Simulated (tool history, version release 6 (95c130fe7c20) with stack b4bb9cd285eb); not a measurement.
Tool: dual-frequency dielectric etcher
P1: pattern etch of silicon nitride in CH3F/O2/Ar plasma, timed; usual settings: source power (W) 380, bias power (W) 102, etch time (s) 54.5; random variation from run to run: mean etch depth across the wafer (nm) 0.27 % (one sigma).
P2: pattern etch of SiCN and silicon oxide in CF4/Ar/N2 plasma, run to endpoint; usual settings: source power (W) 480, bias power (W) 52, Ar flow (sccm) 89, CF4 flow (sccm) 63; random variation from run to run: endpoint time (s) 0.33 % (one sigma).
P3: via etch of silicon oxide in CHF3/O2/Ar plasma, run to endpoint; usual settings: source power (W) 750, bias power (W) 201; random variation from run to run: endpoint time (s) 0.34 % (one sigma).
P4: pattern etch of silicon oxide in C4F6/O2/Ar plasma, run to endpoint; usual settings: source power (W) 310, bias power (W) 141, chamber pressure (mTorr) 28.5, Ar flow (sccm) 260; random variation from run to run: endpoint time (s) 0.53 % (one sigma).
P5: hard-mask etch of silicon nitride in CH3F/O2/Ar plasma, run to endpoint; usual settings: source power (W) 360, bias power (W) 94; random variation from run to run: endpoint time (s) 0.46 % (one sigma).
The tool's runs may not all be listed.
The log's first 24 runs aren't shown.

run     day  process that ran  source power (W)  bias power (W)  etch time (s)  chamber pressure (mTorr)  Ar flow (sccm)  CF4 flow (sccm)  mean etch depth across the wafer (nm)  endpoint time (s)
 25  10.838                P2               620              52                                                       89               63                                                    10.495
 26  11.167                P5               360              94                                                                                                                              68.122
 27   11.45                P2               480              52                                                       89               43                                                    14.172
 28  12.029                P5               430              94                                                                                                                               63.65
 29  12.354                P1               380             102             31                                                                                            23.912
 30  12.871                P1               380             102           54.5                                                                                            41.886
 31  13.433                P1               380             133           54.5                                                                                            46.187
 32  13.838                P1               380             102           54.5                                                                                             41.78
 33  14.379                P1               380             102           54.5                                                                                            42.012
 34  14.875                P1               380             102           54.5                                                                                            42.246
 35  15.429                P1               380             102           54.5                                                                                            42.324
 36  15.888                P1               380             102           54.5                                                                                             42.56

The next listed run, before its measurement:
 37  16.258                P1               380             102           54.5                                                                                                 ?

Run 37 gave mean etch depth across the wafer (nm) 42.345.
